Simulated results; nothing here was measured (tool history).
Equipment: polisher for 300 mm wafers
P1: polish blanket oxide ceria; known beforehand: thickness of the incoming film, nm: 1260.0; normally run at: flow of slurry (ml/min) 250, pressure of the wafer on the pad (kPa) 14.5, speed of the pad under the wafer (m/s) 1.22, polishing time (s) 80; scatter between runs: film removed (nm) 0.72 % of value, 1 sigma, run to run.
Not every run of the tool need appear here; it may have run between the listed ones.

run,hour,flow of slurry (ml/min),pressure of the wafer on the pad (kPa),speed of the pad under the wafer (m/s),polishing time (s),wafers polished on this pad,hours since the slurry nozzle was cleaned,hours since the head pressure was calibrated,film removed (nm)
1,4.4,250,14.5,1.22,80,885,137.8,101.2,270.83
2,7.3,250,21.4,1.22,80,909,140.7,104.1,392.41
3,12.0,315,14.5,1.22,80,947,145.4,108.8,277.38
4,16.7,250,14.5,1.88,80,986,150.1,113.5,413.56
5,22.3,250,14.5,1.22,41,1031,155.7,119.1,138.76
6,26.4,250,14.5,1.22,124,1065,159.8,123.2,417.30
7,30.3,250,14.5,1.22,80,1096,163.7,127.1,266.60
8,33.8,355,14.5,0.86,80,1125,167.2,130.6,193.75
9,36.7,250,14.5,1.62,113,1149,170.1,133.5,508.35
10,41.4,250,20.0,0.60,80,1187,174.8,138.2,182.65
11,47.0,250,14.5,0.56,80,1233,180.4,143.8,123.79
12,50.0,250,14.5,1.22,80,1257,183.4,146.8,271.94
13,54.4,250,14.5,1.22,80,1293,187.8,151.2,263.59
# hour 55.3: head pressure recalibrated
14,58.9,250,14.5,1.22,80,1330,192.3,3.7,271.80
15,63.7,250,14.5,1.22,80,1369,197.1,8.5,269.78
16,67.6,250,8.3,1.22,80,1400,201.0,12.4,152.67

The next listed run, before its measurement:
17,71.6,150,14.5,1.22,80,1433,205.0,16.4,?

{"run 17": {"film removed (nm)": 250.05}}

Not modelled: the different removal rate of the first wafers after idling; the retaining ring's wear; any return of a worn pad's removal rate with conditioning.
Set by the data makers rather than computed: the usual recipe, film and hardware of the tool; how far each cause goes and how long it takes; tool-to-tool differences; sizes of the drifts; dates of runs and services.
